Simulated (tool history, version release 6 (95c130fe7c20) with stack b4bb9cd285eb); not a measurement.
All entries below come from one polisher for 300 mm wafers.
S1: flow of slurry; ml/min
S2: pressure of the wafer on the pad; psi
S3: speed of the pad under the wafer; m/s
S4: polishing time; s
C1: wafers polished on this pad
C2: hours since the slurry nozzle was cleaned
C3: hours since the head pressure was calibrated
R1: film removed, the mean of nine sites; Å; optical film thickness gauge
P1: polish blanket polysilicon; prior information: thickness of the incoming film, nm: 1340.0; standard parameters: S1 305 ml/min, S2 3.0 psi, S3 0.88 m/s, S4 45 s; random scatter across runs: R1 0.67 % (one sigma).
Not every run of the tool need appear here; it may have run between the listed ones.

run   hour   S1   S2    S3  S4    C1     C2     C3      R1
  1    9.1  305  3.0  0.88  45   774  258.5  351.2  3004.2
  2   13.8  305  4.5  0.88  45   824  263.2  355.9  4526.0
  3   21.7  420  3.0  0.88  45   908  271.1  363.8  3079.9
  4   32.2  305  1.7  0.88  45  1020  281.6  374.3  1711.6
  5   40.2  305  3.0  0.88  45  1105  289.6  382.3  2986.1
  6   47.1  305  3.0  0.88  45  1178  296.5  389.2  3034.0
  7   56.0  305  3.0  0.88  45  1273  305.4  398.1  2992.4
  8   63.0  185  3.0  0.88  45  1347  312.4  405.1  2829.4
  9   70.1  305  3.0  0.40  45  1423  319.5  412.2  1364.1
 10   76.4  305  3.0  0.88  45  1490  325.8  418.5  2978.0
 11   84.6  305  3.0  0.88  71  1577  334.0  426.7  4700.7
 12   90.5  305  1.8  0.88  69  1640  339.9  432.6  2756.2
 13  100.3  305  3.0  0.88  22  1744  349.7  442.4  1463.2
 14  110.0  305  3.0  0.88  45  1848  359.4  452.1  3007.8
 15  120.2  380  3.0  0.88  20  1956  369.6  462.3  1371.4
 16  127.7  305  3.0  1.32  45  2036  377.1  469.8  4507.6
 17  132.8  460  3.0  0.88  27  2090  382.2  474.9  1876.5
 18  139.5  305  3.0  0.88  45  2162  388.9  481.6  3021.5
 19  145.1  305  3.0  0.88  45  2221  394.5  487.2  2971.1
 20  150.5  305  3.0  0.88  45  2279  399.9  492.6  2952.8

What will run 21 give?
     154.4  -- head pressure recalibrated
 21  157.7  305  3.0  0.88  45  2355  407.1  3.3   ?

Run 21 yielded R1 2955.4 Å.

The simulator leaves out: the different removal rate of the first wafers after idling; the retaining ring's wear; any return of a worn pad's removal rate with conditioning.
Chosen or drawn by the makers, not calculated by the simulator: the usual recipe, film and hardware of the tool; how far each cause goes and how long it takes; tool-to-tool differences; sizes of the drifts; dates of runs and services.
